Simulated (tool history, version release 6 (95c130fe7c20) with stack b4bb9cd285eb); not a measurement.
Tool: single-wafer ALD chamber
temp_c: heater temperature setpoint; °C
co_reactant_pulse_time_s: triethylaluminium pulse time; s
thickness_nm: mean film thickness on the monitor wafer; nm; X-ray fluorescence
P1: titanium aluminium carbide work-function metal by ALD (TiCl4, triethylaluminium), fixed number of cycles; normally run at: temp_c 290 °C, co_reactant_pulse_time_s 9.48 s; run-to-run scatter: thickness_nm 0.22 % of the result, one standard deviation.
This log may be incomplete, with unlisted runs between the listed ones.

| run | day | temp_c | co_reactant_pulse_time_s | hours since the last thermocouple change | hours since the last triethylaluminium bottle change | thickness_nm |
|---|---|---|---|---|---|---|
| 1 | 0.304 | 290 | 9.48 | 1002.8 | 495.8 | 1.8869 |
| 2 | 0.775 | 313 | 13.58 | 1014.1 | 507.1 | 2.1481 |
| 3 | 1.050 | 290 | 9.48 | 1020.7 | 513.7 | 1.8862 |
| 4 | 1.575 | 307 | 9.48 | 1033.3 | 526.3 | 2.0364 |
| 5 | 2.108 | 290 | 9.48 | 1046.1 | 539.1 | 1.8910 |
| 6 | 2.454 | 290 | 9.48 | 1054.4 | 547.4 | 1.8925 |
| 7 | 2.721 | 267 | 9.48 | 1060.8 | 553.8 | 1.6971 |
| 8 | 3.088 | 290 | 9.48 | 1069.6 | 562.6 | 1.8831 |
|  | 3.279 | triethylaluminium bottle replaced |
| 9 | 3.517 | 290 | 9.48 | 1079.9 | 5.8 | 1.8934 |
| 10 | 3.933 | 290 | 12.33 | 1089.9 | 15.8 | 1.9391 |
| 11 | 4.246 | 290 | 4.63 | 1097.4 | 23.3 | 1.5673 |
| 12 | 4.538 | 290 | 9.48 | 1104.4 | 30.3 | 1.8914 |
| 13 | 4.817 | 272 | 12.98 | 1111.1 | 37.0 | 1.7828 |
| 14 | 5.296 | 267 | 5.54 | 1122.6 | 48.5 | 1.5037 |
| 15 | 5.738 | 290 | 9.48 | 1133.2 | 59.1 | 1.8875 |
| 16 | 6.100 | 290 | 9.48 | 1141.9 | 67.8 | 1.8760 |
| 17 | 6.692 | 290 | 9.48 | 1156.1 | 82.0 | 1.8648 |
| 18 | 7.242 | 290 | 9.48 | 1169.3 | 95.2 | 1.8490 |
| 19 | 7.612 | 290 | 9.48 | 1178.2 | 104.1 | 1.8529 |
| 20 | 8.225 | 290 | 9.48 | 1192.9 | 118.8 | 1.8530 |
| 21 | 8.604 | 290 | 9.48 | 1202.0 | 127.9 | 1.8443 |
| 22 | 9.083 | 290 | 9.48 | 1213.5 | 139.4 | 1.8450 |
| 23 | 9.525 | 290 | 9.48 | 1224.1 | 150.0 | 1.8516 |
| 24 | 10.088 | 290 | 9.48 | 1237.6 | 163.5 | 1.8474 |
| 25 | 10.583 | 290 | 9.48 | 1249.5 | 175.4 | 1.8422 |

Compared with where it was, what P1 gives has crept away. Each cause listed below fits the log as well as the rest, at the size given for it:
A: triethylaluminium dose below that of a fresh bottle (%) = 14.7
B: wafer temperature below the value expected at the setpoint (K) = 5.45
The process output started creeping at around day 5.738.

Below are 4 check runs, each on a single wafer, with their results shown as question marks. Which of them would tell the listed causes apart, meaning the causes would give clearly different results under it?
| check 1 | 11.079 | 276 | 9.48 |  |  | ? |
| check 2 | 11.079 | 270 | 9.48 |  |  | ? |
| check 3 | 11.079 | 290 | 5.02 |  |  | ? |
| check 4 | 11.079 | 279 | 9.48 |  |  | ? |

What every check run would give for each of its results, assuming each possible cause in turn:
| check | result | if A | if B |
|---|---|---|---|
| check 1 | thickness_nm | 1.7286 | 1.7263 |
| check 2 | thickness_nm | 1.6797 | 1.6765 |
| check 3 | thickness_nm | 1.5161 | 1.5773 |
| check 4 | thickness_nm | 1.7532 | 1.7513 |
Smallest distance between any two causes, each pair judged by its most separating result, in per cent: check 1 0.13 %; check 2 0.19 %; check 3 3.96 %; check 4 0.11 %
Check 3 tells the causes apart: in the others they would give nearly the same result.

Running check 3 produced the following: thickness_nm 1.5787 nm. Which one of the listed causes fits?

The correct cause is B, namely: wafer temperature below the value expected at the setpoint (K).
